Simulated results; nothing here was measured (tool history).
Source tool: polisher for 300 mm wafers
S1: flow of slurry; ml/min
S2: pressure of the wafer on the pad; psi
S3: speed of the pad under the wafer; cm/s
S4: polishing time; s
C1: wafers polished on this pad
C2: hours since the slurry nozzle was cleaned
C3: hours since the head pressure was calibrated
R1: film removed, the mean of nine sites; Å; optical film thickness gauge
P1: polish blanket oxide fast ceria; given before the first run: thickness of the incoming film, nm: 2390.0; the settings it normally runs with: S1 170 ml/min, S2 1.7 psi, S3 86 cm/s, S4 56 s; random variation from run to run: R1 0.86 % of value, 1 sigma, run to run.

run 1 day=0.162 | S1=170 S2=1.7 S3=86 S4=56 | C1=520 C2=397.4 C3=229.8 | R1=5009.6
run 2 day=0.412 | S1=170 S2=2.1 S3=46 S4=56 | C1=571 C2=403.4 C3=235.8 | R1=3263.2
run 3 day=0.725 | S1=170 S2=1.7 S3=86 S4=56 | C1=635 C2=410.9 C3=243.3 | R1=5008.5
run 4 day=0.933 | S1=115 S2=1.7 S3=86 S4=73 | C1=677 C2=415.9 C3=248.3 | R1=6050.1
run 5 day=1.188 | S1=100 S2=1.7 S3=86 S4=56 | C1=729 C2=422 C3=254.4 | R1=4463.5
run 6 day=1.383 | S1=170 S2=1.7 S3=86 S4=25 | C1=768 C2=426.7 C3=259.1 | R1=2213.2
run 7 day=1.592 | S1=170 S2=1.7 S3=86 S4=56 | C1=811 C2=431.7 C3=264.1 | R1=5037.5
run 8 day=1.796 | S1=170 S2=1.7 S3=86 S4=83 | C1=852 C2=436.6 C3=269 | R1=7182.4
run 9 day=2.038 | S1=170 S2=2.5 S3=86 S4=56 | C1=901 C2=442.4 C3=274.8 | R1=7205.3
run 10 day=2.333 | S1=170 S2=1.7 S3=44 S4=56 | C1=961 C2=449.5 C3=281.9 | R1=2524.5
run 11 day=2.488 | S1=170 S2=1.7 S3=130 S4=56 | C1=993 C2=453.2 C3=285.6 | R1=7488.8
run 12 day=2.75 | S1=270 S2=1.7 S3=86 S4=56 | C1=1046 C2=459.5 C3=291.9 | R1=5242.9
run 13 day=3.012 | S1=170 S2=1.1 S3=86 S4=56 | C1=1099 C2=465.8 C3=298.2 | R1=3190.3
run 14 day=3.242 | S1=170 S2=1.7 S3=86 S4=56 | C1=1146 C2=471.3 C3=303.7 | R1=5031.2
run 15 day=3.412 | S1=125 S2=1.7 S3=64 S4=56 | C1=1181 C2=475.4 C3=307.8 | R1=3560.6
run 16 day=3.608 | S1=170 S2=1.7 S3=86 S4=56 | C1=1220 C2=480.1 C3=312.5 | R1=4947.6
run 17 day=3.8 | S1=170 S2=1.7 S3=86 S4=56 | C1=1259 C2=484.7 C3=317.1 | R1=4839.8
run 18 day=4.108 | S1=170 S2=1.7 S3=86 S4=56 | C1=1322 C2=492.1 C3=324.5 | R1=4714.5
run 19 day=4.379 | S1=170 S2=1.7 S3=86 S4=56 | C1=1377 C2=498.6 C3=331 | R1=4728

Run 20 comes next. What will it give?
run 20 day=4.608 | S1=170 S2=1.7 S3=86 S4=56 | C1=1424 C2=504.1 C3=336.5 | R1=?

R1: 4598.1 Å
